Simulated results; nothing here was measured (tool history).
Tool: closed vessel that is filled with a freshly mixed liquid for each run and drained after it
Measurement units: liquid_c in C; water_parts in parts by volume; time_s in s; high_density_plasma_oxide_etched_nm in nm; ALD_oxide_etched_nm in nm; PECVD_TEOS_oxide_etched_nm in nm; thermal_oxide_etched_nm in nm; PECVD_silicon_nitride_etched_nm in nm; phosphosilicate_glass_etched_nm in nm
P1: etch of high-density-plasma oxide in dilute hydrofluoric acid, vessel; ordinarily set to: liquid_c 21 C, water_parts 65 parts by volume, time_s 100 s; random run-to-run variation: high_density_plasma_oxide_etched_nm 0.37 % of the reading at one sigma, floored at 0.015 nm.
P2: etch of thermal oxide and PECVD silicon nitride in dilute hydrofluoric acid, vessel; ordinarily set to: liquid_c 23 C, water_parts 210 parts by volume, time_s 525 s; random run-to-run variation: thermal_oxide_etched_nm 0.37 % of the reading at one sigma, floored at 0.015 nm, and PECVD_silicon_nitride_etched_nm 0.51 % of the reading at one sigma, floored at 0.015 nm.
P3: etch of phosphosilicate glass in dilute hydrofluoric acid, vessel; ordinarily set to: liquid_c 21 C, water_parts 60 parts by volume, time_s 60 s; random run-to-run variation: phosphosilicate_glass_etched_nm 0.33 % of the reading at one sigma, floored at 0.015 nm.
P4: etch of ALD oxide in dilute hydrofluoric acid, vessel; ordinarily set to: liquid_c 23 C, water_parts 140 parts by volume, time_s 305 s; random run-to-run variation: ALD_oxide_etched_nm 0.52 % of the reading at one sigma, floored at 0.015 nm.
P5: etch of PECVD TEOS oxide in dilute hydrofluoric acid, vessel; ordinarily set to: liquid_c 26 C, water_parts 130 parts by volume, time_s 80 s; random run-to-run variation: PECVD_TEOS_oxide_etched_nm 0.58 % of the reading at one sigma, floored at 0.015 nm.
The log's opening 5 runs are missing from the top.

run	hour	process	liquid_c	water_parts	time_s	hours since the thermometer was replaced	hours since the hydrofluoric acid flow meter was replaced	high_density_plasma_oxide_etched_nm	ALD_oxide_etched_nm	PECVD_TEOS_oxide_etched_nm	thermal_oxide_etched_nm	PECVD_silicon_nitride_etched_nm	phosphosilicate_glass_etched_nm
6	48	P1	21	65	100	1837	1604.4	9.1397					
7	54.5	P4	23	140	305	1843.5	1610.9		43.605				
8	59.8	P5	26	210	80	1848.8	1616.2			8.5451			
9	65.1	P2	23	210	850	1854.1	1621.5				16.164	14.895	
10	73.4	P1	21	65	100	1862.4	1629.8	9.1811					
11	78.8	P1	21	65	100	1867.8	1635.2	9.1578					
12	89.2	P1	21	85	50	1878.2	1645.6	3.4342					
13	98.8	P1	21	40	100	1887.8	1655.2	15.134					
14	108.9	P5	26	130	80	1897.9	1665.3			15.222			
15	120.3	P3	21	60	60	1909.3	1676.7						56.236
16	130.1	P1	21	65	100	1919.1	1686.5	9.185					
17	139.1	P5	32.5	130	80	1928.1	1695.5			19.413			
18	150.8	P2	23	210	525	1939.8	1707.2				9.9487	9.2097	
19	158.6	P1	21	65	165	1947.6	1715	15.091					
20	170.3	P3	21	60	60	1959.3	1726.7						56.323
21	180.6	P3	21	60	30	1969.6	1737						27.824
22	186.1	P3	21	25	60	1975.1	1742.5						140.64
23	193.4	P2	23	330	525	1982.4	1749.8				5.6645	5.8558	
24	202	P1	21	65	30	1991	1758.4	2.7488					
25	213.2	P2	17	210	525	2002.2	1769.6				7.8869	6.2594	

Forecast run 26:
26	224.7	P1	21	20	155	2013.7	1781.1	?					

Run 26 measured high_density_plasma_oxide_etched_nm 48.477 nm.

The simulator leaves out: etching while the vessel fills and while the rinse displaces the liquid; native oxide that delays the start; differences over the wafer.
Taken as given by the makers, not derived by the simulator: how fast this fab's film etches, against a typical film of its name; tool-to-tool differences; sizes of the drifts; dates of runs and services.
